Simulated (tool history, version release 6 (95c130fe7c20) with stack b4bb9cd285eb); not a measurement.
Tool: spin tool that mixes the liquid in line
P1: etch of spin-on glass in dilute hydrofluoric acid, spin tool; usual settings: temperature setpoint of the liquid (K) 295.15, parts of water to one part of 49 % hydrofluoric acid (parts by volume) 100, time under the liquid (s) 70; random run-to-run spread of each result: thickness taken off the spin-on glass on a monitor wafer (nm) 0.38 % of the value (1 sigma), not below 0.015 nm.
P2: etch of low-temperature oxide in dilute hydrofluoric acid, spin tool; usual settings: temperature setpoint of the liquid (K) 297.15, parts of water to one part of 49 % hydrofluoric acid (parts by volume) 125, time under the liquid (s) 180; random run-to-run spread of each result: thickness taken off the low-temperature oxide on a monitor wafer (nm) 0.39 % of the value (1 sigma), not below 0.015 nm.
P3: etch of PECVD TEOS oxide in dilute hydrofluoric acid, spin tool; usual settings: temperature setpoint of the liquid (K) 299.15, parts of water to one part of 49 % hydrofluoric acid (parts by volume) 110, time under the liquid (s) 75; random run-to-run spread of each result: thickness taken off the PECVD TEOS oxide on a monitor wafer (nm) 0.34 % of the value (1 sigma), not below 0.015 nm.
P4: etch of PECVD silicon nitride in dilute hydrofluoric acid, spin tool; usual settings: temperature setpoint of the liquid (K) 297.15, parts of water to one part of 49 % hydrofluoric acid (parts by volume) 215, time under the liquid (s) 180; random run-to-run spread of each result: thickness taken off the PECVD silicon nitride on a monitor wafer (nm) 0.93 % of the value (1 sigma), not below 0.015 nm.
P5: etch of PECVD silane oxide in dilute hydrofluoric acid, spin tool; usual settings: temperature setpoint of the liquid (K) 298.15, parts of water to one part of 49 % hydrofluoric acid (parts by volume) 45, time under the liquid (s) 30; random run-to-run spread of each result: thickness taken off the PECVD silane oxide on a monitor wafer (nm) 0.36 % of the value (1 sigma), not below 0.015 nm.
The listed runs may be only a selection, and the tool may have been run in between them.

run   hour  process that ran  temperature setpoint of the liquid (K)  parts of water to one part of 49 % hydrofluoric acid (parts by volume)  time under the liquid (s)  hours since the thermometer was replaced  hours since the hydrofluoric acid flow meter was replaced  thickness taken off the spin-on glass on a monitor wafer (nm)  thickness taken off the PECVD silicon nitride on a monitor wafer (nm)  thickness taken off the PECVD TEOS oxide on a monitor wafer (nm)  thickness taken off the low-temperature oxide on a monitor wafer (nm)  thickness taken off the PECVD silane oxide on a monitor wafer (nm)
  1    5.4                P1                                  295.15                                                                     100                         70                                    1444.1                                                      338.3                                                         28.873
  2   13.8                P1                                  290.15                                                                     100                         70                                    1452.5                                                      346.7                                                         23.619
  3   22.3                P4                                  297.15                                                                     215                        180                                      1461                                                      355.2                                                                                                                                2.7058
      23.8  -- hydrofluoric acid flow meter replaced
  4   32.3                P3                                  307.15                                                                     110                         75                                      1471                                                        8.5                                                                                                                                                                                                  10.167
  5     42                P1                                  295.15                                                                     175                        120                                    1480.7                                                       18.2                                                         25.827
  6   50.1                P1                                  303.15                                                                     155                         70                                    1488.8                                                       26.3                                                         23.663
  7   58.2                P1                                  295.15                                                                     155                         70                                    1496.9                                                       34.4                                                         17.533
  8   68.3                P1                                  295.15                                                                     100                         70                                      1507                                                       44.5                                                         28.722
  9   77.6                P1                                  295.15                                                                     100                         20                                    1516.3                                                       53.8                                                         8.2489
 10   87.5                P2                                  297.15                                                                     125                        295                                    1526.2                                                       63.7                                                                                                                                                                                                                                                                         36.709
 11   92.7                P3                                  299.15                                                                     110                         75                                    1531.4                                                       68.9                                                                                                                                                                                                   7.564
 12     98                P2                                  290.15                                                                     125                        180                                    1536.7                                                       74.2                                                                                                                                                                                                                                                                         16.841
 13  108.4                P2                                  297.15                                                                      60                        180                                    1547.1                                                       84.6                                                                                                                                                                                                                                                                         50.537
 14    116                P1                                  295.15                                                                     100                         70                                    1554.7                                                       92.2                                                         28.824
 15  121.6                P1                                  295.15                                                                     100                         70                                    1560.3                                                       97.8                                                         28.787
 16  129.8                P1                                  295.15                                                                     100                        115                                    1568.5                                                        106                                                         47.539
 17  136.1                P5                                  298.15                                                                      25                         30                                    1574.8                                                      112.3                                                                                                                                                                                                                                                                                                                                             62.973
 18  142.5                P1                                  295.15                                                                      55                         70                                    1581.2                                                      118.7                                                         54.903
 19  147.2                P1                                  302.15                                                                     100                         70                                    1585.9                                                      123.4                                                         38.052
 20  155.3                P4                                  297.15                                                                     215                         60                                      1594                                                      131.5                                                                                                                               0.90467
 21  164.2                P5                                  305.65                                                                      45                         30                                    1602.9                                                      140.4                                                                                                                                                                                                                                                                                                                                             46.234
 22  170.2                P5                                  298.15                                                                      45                         30                                    1608.9                                                      146.4                                                                                                                                                                                                                                                                                                                                             34.108
 23  176.9                P3                                  299.15                                                                     110                        120                                    1615.6                                                      153.1                                                                                                                                                                                                  12.136
 24  184.1                P3                                  299.15                                                                     110                         75                                    1622.8                                                      160.3                                                                                                                                                                                                  7.6167
 25  191.3                P5                                  298.15                                                                      45                         30                                      1630                                                      167.5                                                                                                                                                                                                                                                                                                                                             34.176
 26  197.6                P2                                  297.15                                                                     125                        180                                    1636.3                                                      173.8                                                                                                                                                                                                                                                                         22.246
 27  205.7                P5                                  298.15                                                                      45                         55                                    1644.4                                                      181.9                                                                                                                                                                                                                                                                                                                                             62.902
 28  211.6                P4                                  302.65                                                                     215                        180                                    1650.3                                                      187.8                                                                                                                                3.7654
 29  216.7                P3                                  299.15                                                                     185                         75                                    1655.4                                                      192.9                                                                                                                                                                                                   4.145
 30  223.5                P4                                  297.15                                                                      60                        180                                    1662.2                                                      199.7                                                                                                                                9.5748

Expected results for the next run?
 31  230.8                P1                                  295.15                                                                     100                         70                                    1669.5                                                        207                                                              ?

{"run 31": {"thickness taken off the spin-on glass on a monitor wafer (nm)": 28.791}}

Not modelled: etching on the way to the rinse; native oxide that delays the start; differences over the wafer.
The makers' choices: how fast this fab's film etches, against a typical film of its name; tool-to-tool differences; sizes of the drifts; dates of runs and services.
